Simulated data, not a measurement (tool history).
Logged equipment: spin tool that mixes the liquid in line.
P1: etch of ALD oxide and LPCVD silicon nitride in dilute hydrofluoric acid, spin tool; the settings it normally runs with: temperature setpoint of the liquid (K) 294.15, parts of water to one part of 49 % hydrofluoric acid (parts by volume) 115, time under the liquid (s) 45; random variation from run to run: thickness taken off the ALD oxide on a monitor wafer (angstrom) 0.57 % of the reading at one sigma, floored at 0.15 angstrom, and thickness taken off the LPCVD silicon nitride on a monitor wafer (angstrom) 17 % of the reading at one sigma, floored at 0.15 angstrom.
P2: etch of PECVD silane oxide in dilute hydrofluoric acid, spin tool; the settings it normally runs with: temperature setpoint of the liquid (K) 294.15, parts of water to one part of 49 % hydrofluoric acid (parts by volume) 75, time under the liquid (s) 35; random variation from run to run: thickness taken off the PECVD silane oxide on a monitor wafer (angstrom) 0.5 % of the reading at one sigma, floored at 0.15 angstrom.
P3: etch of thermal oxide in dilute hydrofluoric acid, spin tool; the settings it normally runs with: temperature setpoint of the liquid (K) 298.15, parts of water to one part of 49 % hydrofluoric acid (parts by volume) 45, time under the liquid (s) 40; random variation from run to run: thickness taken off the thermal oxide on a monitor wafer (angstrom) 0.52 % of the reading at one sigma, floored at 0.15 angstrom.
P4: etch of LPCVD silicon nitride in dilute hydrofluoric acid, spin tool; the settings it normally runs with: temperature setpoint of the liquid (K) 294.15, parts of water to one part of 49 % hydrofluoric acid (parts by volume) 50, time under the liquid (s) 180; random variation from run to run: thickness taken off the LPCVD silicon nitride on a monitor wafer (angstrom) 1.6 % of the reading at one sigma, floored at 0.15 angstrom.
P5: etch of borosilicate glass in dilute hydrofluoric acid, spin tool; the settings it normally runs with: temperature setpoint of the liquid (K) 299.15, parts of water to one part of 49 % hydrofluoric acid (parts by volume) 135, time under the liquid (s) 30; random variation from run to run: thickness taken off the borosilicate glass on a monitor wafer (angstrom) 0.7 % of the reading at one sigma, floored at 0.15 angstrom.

run   hour  process that ran  temperature setpoint of the liquid (K)  parts of water to one part of 49 % hydrofluoric acid (parts by volume)  time under the liquid (s)  thickness taken off the ALD oxide on a monitor wafer (angstrom)  thickness taken off the LPCVD silicon nitride on a monitor wafer (angstrom)  thickness taken off the PECVD silane oxide on a monitor wafer (angstrom)  thickness taken off the borosilicate glass on a monitor wafer (angstrom)  thickness taken off the thermal oxide on a monitor wafer (angstrom)
  1     17                P1                                  294.15                                                                     115                         45                                                           83.784                                                                       1.9818
  2   24.8                P4                                  299.65                                                                      50                        180                                                                                                                                        21.703
  3   37.8                P2                                  294.15                                                                      75                         65                                                                                                                                                                                                                  251.05
  4   47.4                P2                                  294.15                                                                     130                         35                                                                                                                                                                                                                  74.124
  5   60.4                P1                                  294.15                                                                     115                         45                                                           84.455                                                                       1.0938
  6   75.4                P4                                  294.15                                                                      20                        180                                                                                                                                        36.461
  7   85.2                P1                                  294.15                                                                     115                         45                                                           84.522                                                                       1.4626
  8   97.3                P5                                  299.15                                                                      20                         30                                                                                                                                                                                                                                                                                             304.6
  9  109.5                P1                                  294.15                                                                     115                         75                                                           138.02                                                                       2.6281
 10  123.3                P1                                  290.15                                                                     115                         45                                                           71.737                                                                       1.2005
 11  139.6                P4                                  294.15                                                                      50                        360                                                                                                                                        29.315
 12  151.9                P1                                  294.15                                                                      60                         65                                                           248.47                                                                       4.0359
 13  166.7                P4                                  294.15                                                                      50                        180                                                                                                                                        14.363
 14  176.9                P1                                  294.15                                                                     115                         45                                                           83.104                                                                       1.3631
 15  192.7                P2                                  294.15                                                                      75                         35                                                                                                                                                                                                                  135.07
 16  208.2                P2                                  294.15                                                                      75                         35                                                                                                                                                                                                                  137.82
 17  220.3                P3                                  293.15                                                                      45                         40                                                                                                                                                                                                                                                                                                                                                                 36.611
 18  234.5                P1                                  294.15                                                                     115                         45                                                           84.176                                                                       1.6066
 19  244.5                P1                                  302.15                                                                     115                         45                                                           114.76                                                                        2.639
 20  252.8                P5                                  303.65                                                                     135                         30                                                                                                                                                                                                                                                                                            46.584
 21  261.4                P2                                  290.15                                                                      75                         35                                                                                                                                                                                                                  115.06
 22  274.9                P3                                  298.15                                                                      30                         40                                                                                                                                                                                                                                                                                                                                                                 69.528
 23  287.2                P1                                  294.15                                                                     155                         65                                                           85.916                                                                       1.8323
 24  301.2                P1                                  294.15                                                                     115                         15                                                            27.66                                                                       0.6659
 25  313.2                P1                                  294.15                                                                     205                         45                                                            42.84                                                                      0.62785
 26  324.1                P1                                  294.15                                                                      55                         45                                                           187.33                                                                       2.5078
     336.4  -- thermometer replaced
 27  338.9                P3                                  298.15                                                                      45                         40                                                                                                                                                                                                                                                                                                                                                                 45.561
 28  354.5                P3                                  298.15                                                                      45                         15                                                                                                                                                                                                                                                                                                                                                                 16.801
 29  369.4                P1                                  294.15                                                                      50                         70                                                           325.03                                                                       5.2433
 30  378.4                P5                                  299.15                                                                     135                         55                                                                                                                                                                                                                                                                                            72.063
 31  390.6                P5                                  299.15                                                                     135                         30                                                                                                                                                                                                                                                                                            39.172
 32  402.6                P1                                  294.15                                                                     115                         45                                                           83.328                                                                      0.93966
 33  417.3                P1                                  294.15                                                                     115                         45                                                           80.264                                                                       1.5067
 34  427.4                P1                                  294.15                                                                     115                         45                                                           78.649                                                                       1.3156
 35    436                P1                                  294.15                                                                     115                         45                                                           78.467                                                                       1.3255

Run 36, settings as shown, results not yet in. Your forecast:
 36  452.2                P1                                  294.15                                                                     115                         45                                                                ?                                                                            ?

thickness taken off the ALD oxide on a monitor wafer (angstrom): 78.589
thickness taken off the LPCVD silicon nitride on a monitor wafer (angstrom): 1.2543
